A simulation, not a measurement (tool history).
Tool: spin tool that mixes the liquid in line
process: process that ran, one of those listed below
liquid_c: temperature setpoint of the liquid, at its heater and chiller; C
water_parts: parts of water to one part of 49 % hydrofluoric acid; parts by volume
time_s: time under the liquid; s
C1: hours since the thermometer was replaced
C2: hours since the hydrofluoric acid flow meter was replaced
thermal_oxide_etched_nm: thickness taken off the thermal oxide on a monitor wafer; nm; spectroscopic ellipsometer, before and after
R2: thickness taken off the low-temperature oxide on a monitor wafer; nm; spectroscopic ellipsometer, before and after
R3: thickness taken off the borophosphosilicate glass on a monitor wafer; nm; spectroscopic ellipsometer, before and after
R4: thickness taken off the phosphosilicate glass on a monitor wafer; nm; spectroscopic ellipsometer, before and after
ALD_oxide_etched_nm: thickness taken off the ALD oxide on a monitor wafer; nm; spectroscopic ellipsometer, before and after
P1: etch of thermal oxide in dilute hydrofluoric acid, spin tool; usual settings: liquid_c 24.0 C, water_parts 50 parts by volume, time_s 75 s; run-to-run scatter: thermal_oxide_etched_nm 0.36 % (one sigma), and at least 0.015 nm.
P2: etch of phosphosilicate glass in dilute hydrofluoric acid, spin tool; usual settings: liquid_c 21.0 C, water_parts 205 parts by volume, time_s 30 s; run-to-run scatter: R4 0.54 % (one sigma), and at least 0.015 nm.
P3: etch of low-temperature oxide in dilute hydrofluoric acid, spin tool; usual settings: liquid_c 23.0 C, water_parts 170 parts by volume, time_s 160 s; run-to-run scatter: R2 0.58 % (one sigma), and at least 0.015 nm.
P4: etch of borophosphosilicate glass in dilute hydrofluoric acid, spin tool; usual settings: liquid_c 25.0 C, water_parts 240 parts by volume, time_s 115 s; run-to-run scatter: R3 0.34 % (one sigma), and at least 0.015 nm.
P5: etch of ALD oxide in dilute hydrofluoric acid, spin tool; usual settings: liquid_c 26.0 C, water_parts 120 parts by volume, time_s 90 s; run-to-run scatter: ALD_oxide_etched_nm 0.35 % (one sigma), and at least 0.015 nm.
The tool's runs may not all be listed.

{"run": 1, "hour": 4.0, "process": "P1", "liquid_c": 24.0, "water_parts": 50, "time_s": 75, "C1": 1237.9, "C2": 733.3, "thermal_oxide_etched_nm": 7.6443}
{"run": 2, "hour": 9.7, "process": "P3", "liquid_c": 17.0, "water_parts": 170, "time_s": 160, "C1": 1243.6, "C2": 739.0, "R2": 6.7204}
{"run": 3, "hour": 15.7, "process": "P4", "liquid_c": 17.5, "water_parts": 240, "time_s": 115, "C1": 1249.6, "C2": 745.0, "R3": 18.699}
{"run": 4, "hour": 22.5, "process": "P4", "liquid_c": 25.0, "water_parts": 240, "time_s": 190, "C1": 1256.4, "C2": 751.8, "R3": 41.184}
{"run": 5, "hour": 27.9, "process": "P3", "liquid_c": 23.0, "water_parts": 35, "time_s": 160, "C1": 1261.8, "C2": 757.2, "R2": 49.374}
{"run": 6, "hour": 32.6, "process": "P2", "liquid_c": 21.0, "water_parts": 205, "time_s": 60, "C1": 1266.5, "C2": 761.9, "R4": 38.359}
{"run": 7, "hour": 38.2, "process": "P1", "liquid_c": 24.0, "water_parts": 30, "time_s": 75, "C1": 1272.1, "C2": 767.5, "thermal_oxide_etched_nm": 13.161}
{"run": 8, "hour": 44.6, "process": "P3", "liquid_c": 23.0, "water_parts": 170, "time_s": 160, "C1": 1278.5, "C2": 773.9, "R2": 8.5031}
{"run": 9, "hour": 50.9, "process": "P1", "liquid_c": 24.0, "water_parts": 20, "time_s": 15, "C1": 1284.8, "C2": 780.2, "thermal_oxide_etched_nm": 3.9835}
{"run": 10, "hour": 55.5, "process": "P1", "liquid_c": 24.0, "water_parts": 50, "time_s": 130, "C1": 1289.4, "C2": 784.8, "thermal_oxide_etched_nm": 13.287}
{"run": 11, "hour": 58.7, "process": "P5", "liquid_c": 26.0, "water_parts": 120, "time_s": 160, "C1": 1292.6, "C2": 788.0, "ALD_oxide_etched_nm": 27.706}
{"run": 12, "hour": 62.5, "process": "P1", "liquid_c": 17.0, "water_parts": 50, "time_s": 30, "C1": 1296.4, "C2": 791.8, "thermal_oxide_etched_nm": 2.2769}
{"run": 13, "hour": 68.7, "process": "P5", "liquid_c": 26.0, "water_parts": 120, "time_s": 90, "C1": 1302.6, "C2": 798.0, "ALD_oxide_etched_nm": 15.515}
{"run": 14, "hour": 74.9, "process": "P1", "liquid_c": 32.0, "water_parts": 50, "time_s": 75, "C1": 1308.8, "C2": 804.2, "thermal_oxide_etched_nm": 10.57}
{"run": 15, "hour": 80.3, "process": "P1", "liquid_c": 24.0, "water_parts": 50, "time_s": 15, "C1": 1314.2, "C2": 809.6, "thermal_oxide_etched_nm": 1.5578}
{"run": 16, "hour": 83.4, "process": "P1", "liquid_c": 24.0, "water_parts": 50, "time_s": 75, "C1": 1317.3, "C2": 812.7, "thermal_oxide_etched_nm": 7.6782}
{"run": 17, "hour": 88.6, "process": "P1", "liquid_c": 24.0, "water_parts": 80, "time_s": 75, "C1": 1322.5, "C2": 817.9, "thermal_oxide_etched_nm": 4.6227}
{"run": 18, "hour": 92.2, "process": "P1", "liquid_c": 24.0, "water_parts": 50, "time_s": 75, "C1": 1326.1, "C2": 821.5, "thermal_oxide_etched_nm": 7.7194}
{"run": 19, "hour": 97.2, "process": "P2", "liquid_c": 17.0, "water_parts": 205, "time_s": 30, "C1": 1331.1, "C2": 826.5, "R4": 16.279}
{"run": 20, "hour": 102.3, "process": "P5", "liquid_c": 32.5, "water_parts": 120, "time_s": 90, "C1": 1336.2, "C2": 831.6, "ALD_oxide_etched_nm": 19.85}
{"run": 21, "hour": 108.7, "process": "P3", "liquid_c": 23.0, "water_parts": 170, "time_s": 300, "C1": 1342.6, "C2": 838.0, "R2": 16.087}
{"run": 22, "hour": 113.5, "process": "P4", "liquid_c": 25.0, "water_parts": 430, "time_s": 115, "C1": 1347.4, "C2": 842.8, "R3": 11.457}
{"run": 23, "hour": 117.2, "process": "P5", "liquid_c": 26.0, "water_parts": 30, "time_s": 90, "C1": 1351.1, "C2": 846.5, "ALD_oxide_etched_nm": 70.02}
{"run": 24, "hour": 120.6, "process": "P2", "liquid_c": 21.0, "water_parts": 120, "time_s": 30, "C1": 1354.5, "C2": 849.9, "R4": 35.447}
{"run": 25, "hour": 125.4, "process": "P1", "liquid_c": 24.0, "water_parts": 50, "time_s": 75, "C1": 1359.3, "C2": 854.7, "thermal_oxide_etched_nm": 7.6227}
{"run": 26, "hour": 131.8, "process": "P3", "liquid_c": 23.0, "water_parts": 170, "time_s": 160, "C1": 1365.7, "C2": 861.1, "R2": 8.5272}
{"run": 27, "hour": 138.6, "process": "P1", "liquid_c": 18.0, "water_parts": 50, "time_s": 75, "C1": 1372.5, "C2": 867.9, "thermal_oxide_etched_nm": 5.9277}
{"run": 28, "hour": 142.4, "process": "P1", "liquid_c": 24.0, "water_parts": 50, "time_s": 75, "C1": 1376.3, "C2": 871.7, "thermal_oxide_etched_nm": 7.7214}
{"run": 29, "hour": 147.2, "process": "P2", "liquid_c": 21.0, "water_parts": 205, "time_s": 30, "C1": 1381.1, "C2": 876.5, "R4": 19.048}
{"run": 30, "hour": 150.3, "process": "P1", "liquid_c": 24.0, "water_parts": 50, "time_s": 75, "C1": 1384.2, "C2": 879.6, "thermal_oxide_etched_nm": 7.7}
{"run": 31, "hour": 157.0, "process": "P4", "liquid_c": 25.0, "water_parts": 240, "time_s": 115, "C1": 1390.9, "C2": 886.3, "R3": 24.751}
{"run": 32, "hour": 161.0, "process": "P2", "liquid_c": 21.0, "water_parts": 205, "time_s": 30, "C1": 1394.9, "C2": 890.3, "R4": 19.104}
{"run": 33, "hour": 165.0, "process": "P1", "liquid_c": 24.0, "water_parts": 50, "time_s": 75, "C1": 1398.9, "C2": 894.3, "thermal_oxide_etched_nm": 7.6584}
{"run": 34, "hour": 170.8, "process": "P1", "liquid_c": 24.0, "water_parts": 50, "time_s": 75, "C1": 1404.7, "C2": 900.1, "thermal_oxide_etched_nm": 7.517}
{"run": 35, "hour": 175.0, "process": "P1", "liquid_c": 24.0, "water_parts": 50, "time_s": 75, "C1": 1408.9, "C2": 904.3, "thermal_oxide_etched_nm": 7.3792}
{"run": 36, "hour": 181.4, "process": "P1", "liquid_c": 24.0, "water_parts": 50, "time_s": 75, "C1": 1415.3, "C2": 910.7, "thermal_oxide_etched_nm": 7.3278}
{"run": 37, "hour": 186.2, "process": "P1", "liquid_c": 24.0, "water_parts": 50, "time_s": 75, "C1": 1420.1, "C2": 915.5, "thermal_oxide_etched_nm": 7.2923}

The next listed run, before its measurement:
{"run": 38, "hour": 191.6, "process": "P1", "liquid_c": 24.0, "water_parts": 50, "time_s": 75, "C1": 1425.5, "C2": 920.9, "thermal_oxide_etched_nm": "?"}

{"run 38": {"thermal_oxide_etched_nm": 7.3124}}
